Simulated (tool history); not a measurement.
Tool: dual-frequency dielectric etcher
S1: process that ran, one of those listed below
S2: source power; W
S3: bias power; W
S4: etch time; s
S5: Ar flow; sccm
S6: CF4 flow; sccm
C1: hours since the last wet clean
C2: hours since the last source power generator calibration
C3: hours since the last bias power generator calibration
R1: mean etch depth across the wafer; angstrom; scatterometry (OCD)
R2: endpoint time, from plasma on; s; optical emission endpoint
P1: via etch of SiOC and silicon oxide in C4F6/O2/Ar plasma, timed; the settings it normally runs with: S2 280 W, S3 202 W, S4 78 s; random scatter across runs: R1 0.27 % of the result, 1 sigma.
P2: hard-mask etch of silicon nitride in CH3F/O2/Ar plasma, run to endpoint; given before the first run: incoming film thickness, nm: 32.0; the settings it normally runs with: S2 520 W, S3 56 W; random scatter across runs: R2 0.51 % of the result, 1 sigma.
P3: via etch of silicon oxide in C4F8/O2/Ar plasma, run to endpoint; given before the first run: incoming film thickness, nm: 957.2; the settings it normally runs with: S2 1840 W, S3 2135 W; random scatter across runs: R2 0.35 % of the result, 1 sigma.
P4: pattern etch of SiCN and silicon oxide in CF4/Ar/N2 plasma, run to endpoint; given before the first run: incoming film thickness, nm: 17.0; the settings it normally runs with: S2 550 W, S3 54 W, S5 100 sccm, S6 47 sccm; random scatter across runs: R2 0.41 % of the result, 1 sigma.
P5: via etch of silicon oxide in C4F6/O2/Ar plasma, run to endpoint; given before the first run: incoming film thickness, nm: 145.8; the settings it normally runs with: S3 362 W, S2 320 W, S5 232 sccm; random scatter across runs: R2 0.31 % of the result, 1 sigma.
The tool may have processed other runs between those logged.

run    day  S1    S2    S3    S4   S5  S6     C1      C2      C3      R1      R2
  1  0.162  P1   280   202    78           296.6  2505.3  2075.2  810.11
  2  0.346  P5   320   362        232        301  2509.7  2079.6          38.215
  3  0.508  P1   280   202    78           304.9  2513.6  2083.5  808.19
  4  0.762  P3  2460  2135                   311  2519.7  2089.6          175.21
  5  0.962  P3  1840  2135                 315.8  2524.5  2094.4          197.53
  6  1.192  P1   330   202  59.5           321.3    2530  2099.9  658.06
  7  1.312  P4   710    54        100  47  324.2  2532.9  2102.8          15.354
  8  1.558  P4   550    54         62  47  330.1  2538.8  2108.7          17.736
  9  1.696  P4   550    54        100  34  333.4  2542.1    2112          20.495
 10  1.912  P1   280   202    78           338.6  2547.3  2117.2  810.94
 11  2.121  P1   400   202    78           343.6  2552.3  2122.2  927.83
 12  2.358  P2   340    56                 349.3    2558  2127.9          54.262
 13  2.496  P1   280   202    78           352.6  2561.3  2131.2  812.75
 14  2.679  P5   420   362        232        357  2565.7  2135.6          34.451
 15  2.883  P4   550    31        100  47  361.9  2570.6  2140.5          22.942
 16  3.129  P1   280   243    78           367.8  2576.5  2146.4  865.25
 17  3.312  P5   320   362        308      372.2  2580.9  2150.8          39.082
 18  3.525  P2   520    43                 377.3    2586  2155.9          50.364
 19  3.642  P2   520    56                 380.1  2588.8  2158.7          46.049
 20  3.858  P1   330   165    78           385.3    2594  2163.9  808.42
 21  4.021  P1   280   202    52           389.2  2597.9  2167.8  540.94
 22  4.196  P3  1840  1282                 393.4  2602.1    2172          226.48
 23  4.442  P1   180   202    78           399.3    2608  2177.9  685.13
     4.629  -- wet clean of the chamber
 24  4.688  P3  1840  2135                   1.5  2613.9  2183.8          196.26
 25  4.892  P2   520    56                   6.4  2618.8  2188.7          46.586
 26  5.046  P1   280   129    78            10.1  2622.5  2192.4  699.41
 27  5.238  P5   320   362        232       14.7  2627.1    2197           38.11
 28  5.446  P5   320   232        232       19.7  2632.1    2202          44.341
 29  5.675  P4   550    54        100  47   25.2  2637.6  2207.5           19.28
 30  5.904  P1   280   202    78            30.7  2643.1    2213  808.76
 31  6.108  P1   280   202   116            35.6    2648  2217.9  1208.3
 32  6.317  P1   280   202    78            40.6    2653  2222.9   809.7
 33  6.504  P1   280   202    78            45.1  2657.5  2227.4  815.95
 34  6.746  P1   280   202    78            50.9  2663.3  2233.2  823.48
 35  6.942  P1   280   202    78            55.6    2668  2237.9  823.32
     6.971  -- wet clean of the chamber
 36  7.133  P1   280   202    78               4  2672.6  2242.5  820.66
 37  7.292  P1   280   202    78             7.8  2676.4  2246.3  825.79
 38  7.421  P1   280   202    78            10.9  2679.5  2249.4  822.28

The log shows P1 creeping away from where it was. Any of the 2 causes listed here, at the size stated for it, fits the log just as well as the others:
A: source power that arrives over what is set, % = 3.65
B: bias power that arrives over what is set, % = 4.12
The drift started at roughly day 6.317.
Why every other cause is out:
chamber walls in a state that raises the etch rate, %: its service at day 6.971 followed the start of the drift and did not put the process back to its old value

Of the 4 check runs below, each run on 2 wafers with the results averaged and each result still a question mark, which one would tell the listed causes apart?
check 1  7.55  P4   550    41       67  47                   ?
check 2  7.55  P2   380    56                                ?
check 3  7.55  P3  2330  1351                                ?
check 4  7.55  P5   320   293      304                       ?

Check results expected under each cause:
  check  result    if A    if B
check 1      R2  18.929  19.322
check 2      R2   51.42  51.455
check 3      R2  199.67  200.52
check 4      R2  41.646  41.622
Gap, in per cent, between the two causes that each check separates least, read from the result that separates them most: check 1 2.06 %; check 2 0.07 %; check 3 0.43 %; check 4 0.06 %
The causes can be told apart only by check 1. The other checks would give nearly the same results under each of them.

After running check 1, the following was obtained: R2 18.938 s. Which cause does this point to?

A is the cause: source power that arrives over what is set, %.

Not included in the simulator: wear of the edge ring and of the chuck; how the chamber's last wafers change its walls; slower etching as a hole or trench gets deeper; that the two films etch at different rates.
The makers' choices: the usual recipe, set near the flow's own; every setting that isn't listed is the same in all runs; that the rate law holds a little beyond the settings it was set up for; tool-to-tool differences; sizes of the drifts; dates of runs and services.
